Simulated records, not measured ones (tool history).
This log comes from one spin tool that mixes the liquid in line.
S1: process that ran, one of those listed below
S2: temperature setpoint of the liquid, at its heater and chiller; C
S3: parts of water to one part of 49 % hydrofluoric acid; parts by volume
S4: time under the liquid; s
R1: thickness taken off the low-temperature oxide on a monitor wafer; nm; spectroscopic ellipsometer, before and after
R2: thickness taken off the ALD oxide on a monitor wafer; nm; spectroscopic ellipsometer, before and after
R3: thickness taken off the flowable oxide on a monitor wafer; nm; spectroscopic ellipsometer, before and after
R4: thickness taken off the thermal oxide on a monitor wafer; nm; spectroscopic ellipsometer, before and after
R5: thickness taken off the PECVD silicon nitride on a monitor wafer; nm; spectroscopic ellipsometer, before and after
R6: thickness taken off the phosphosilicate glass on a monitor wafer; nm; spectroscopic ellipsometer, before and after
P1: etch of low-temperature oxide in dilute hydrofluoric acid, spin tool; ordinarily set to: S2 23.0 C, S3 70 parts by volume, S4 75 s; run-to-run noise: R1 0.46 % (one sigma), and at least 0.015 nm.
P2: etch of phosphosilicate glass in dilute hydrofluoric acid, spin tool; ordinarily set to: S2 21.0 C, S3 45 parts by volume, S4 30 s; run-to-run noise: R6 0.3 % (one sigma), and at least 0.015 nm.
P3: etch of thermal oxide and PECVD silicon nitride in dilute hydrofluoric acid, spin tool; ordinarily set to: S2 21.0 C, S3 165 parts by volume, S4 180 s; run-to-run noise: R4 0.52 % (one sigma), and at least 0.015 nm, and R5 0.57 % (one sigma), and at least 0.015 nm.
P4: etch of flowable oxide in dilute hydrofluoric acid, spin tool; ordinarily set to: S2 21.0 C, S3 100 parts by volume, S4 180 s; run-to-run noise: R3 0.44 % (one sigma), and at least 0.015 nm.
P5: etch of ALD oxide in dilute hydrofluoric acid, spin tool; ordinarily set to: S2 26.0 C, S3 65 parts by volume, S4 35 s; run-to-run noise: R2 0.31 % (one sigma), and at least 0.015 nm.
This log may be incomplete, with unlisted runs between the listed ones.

run	day	S1	S2	S3	S4	R1	R2	R3	R4	R5	R6
1	0.608	P1	23.0	70	75	21.4590					
2	1.071	P1	23.0	70	75	21.5080					
3	1.771	P1	29.5	70	75	27.6680					
4	2.467	P1	23.0	20	75	80.0810					
5	2.817	P5	26.0	65	35		11.5760				
6	3.617	P1	23.0	110	15	2.5979					
7	4.112	P5	26.0	20	35		40.1020				
8	4.562	P1	23.0	70	35	9.9644					
9	4.925	P4	21.0	140	180			32.9040			
10	5.504	P1	17.0	70	75	16.5470					
11	6.100	P1	23.0	70	75	21.3610					
12	6.892	P3	21.0	165	45				1.1365	0.99231	
13	7.504	P2	21.0	45	30						126.810
14	7.979	P2	21.0	65	30						85.747
15	8.567	P1	23.0	70	75	21.4090					
16	9.183	P3	21.0	165	180				4.5760	4.03950	
17	9.712	P2	27.0	45	30						163.080
18	10.129	P1	23.0	70	75	21.5270					
19	10.838	P1	23.0	40	125	64.9060					
20	11.329	P5	26.0	65	15		4.9933				
21	11.788	P1	23.0	70	75	21.4930					
22	12.429	P4	17.0	100	180			41.0400			
23	12.871	P3	21.0	230	180				3.0383	2.97270	
24	13.292	P5	34.0	65	35		15.8960				
25	13.825	P1	23.0	35	40	23.8890					
26	14.483	P3	24.5	165	180				5.2026	5.04700	
27	15.025	P1	23.0	70	115	32.8790					
28	15.700	P4	21.0	100	180			48.5190			
29	16.092	P4	21.0	100	15			4.0195			
# day 16.183: thermometer replaced
30	16.508	P1	23.0	115	75	12.3540					
31	17.183	P2	21.0	45	45						189.910
32	17.988	P1	23.0	70	75	21.3060					
33	18.446	P1	23.0	70	75	21.2120					
34	18.983	P1	23.0	70	75	20.9380					
35	19.788	P1	23.0	70	75	20.3150					
36	20.517	P1	23.0	70	75	20.2540					
37	21.262	P1	23.0	70	75	20.2110					
38	21.683	P1	23.0	70	75	20.2250					
39	22.404	P1	23.0	70	75	20.0480					
40	23.058	P1	23.0	70	75	20.2430					
41	23.800	P1	23.0	70	75	20.2830					
42	24.392	P1	23.0	70	75	20.1190					
43	24.750	P1	23.0	70	75	19.9710					

What P1 gives has crept off from where it sat before. The 2 causes that follow fit the log equally well, each at the size noted:
A: hydrofluoric acid flow below the setpoint (%) = 5.76
B: liquid colder than its thermometer reads (K) = 1.58
The drift started at roughly day 17.988.

You are offered 4 check runs, listed below with question marks in place of their results; each one averages 2 wafers. Which run separates the listed causes by giving clearly different results for each?
check 1	25.108	P3	21.0	165	180				?	?	
check 2	25.108	P4	21.0	100	180			?			
check 3	25.108	P2	21.0	45	30						?
check 4	25.108	P5	26.0	65	35		?				

What each check would give under each cause:
check	result	if A	if B
check 1	R4	4.2474	4.2799
check 1	R5	3.82100	3.64620
check 2	R3	45.2140	45.2820
check 3	R6	119.200	118.660
check 4	R2	10.8820	10.8930
Smallest distance between any two causes, each pair judged by its most separating result, in per cent: check 1 4.68 %; check 2 0.15 %; check 3 0.45 %; check 4 0.11 %
The causes can be told apart only by check 1. The other checks would give nearly the same results under each of them.

With check 1 done, the readings were: R4 4.2481 nm; R5 3.82970 nm. Identify which of the listed causes applies.

The cause is A: hydrofluoric acid flow below the setpoint (%).
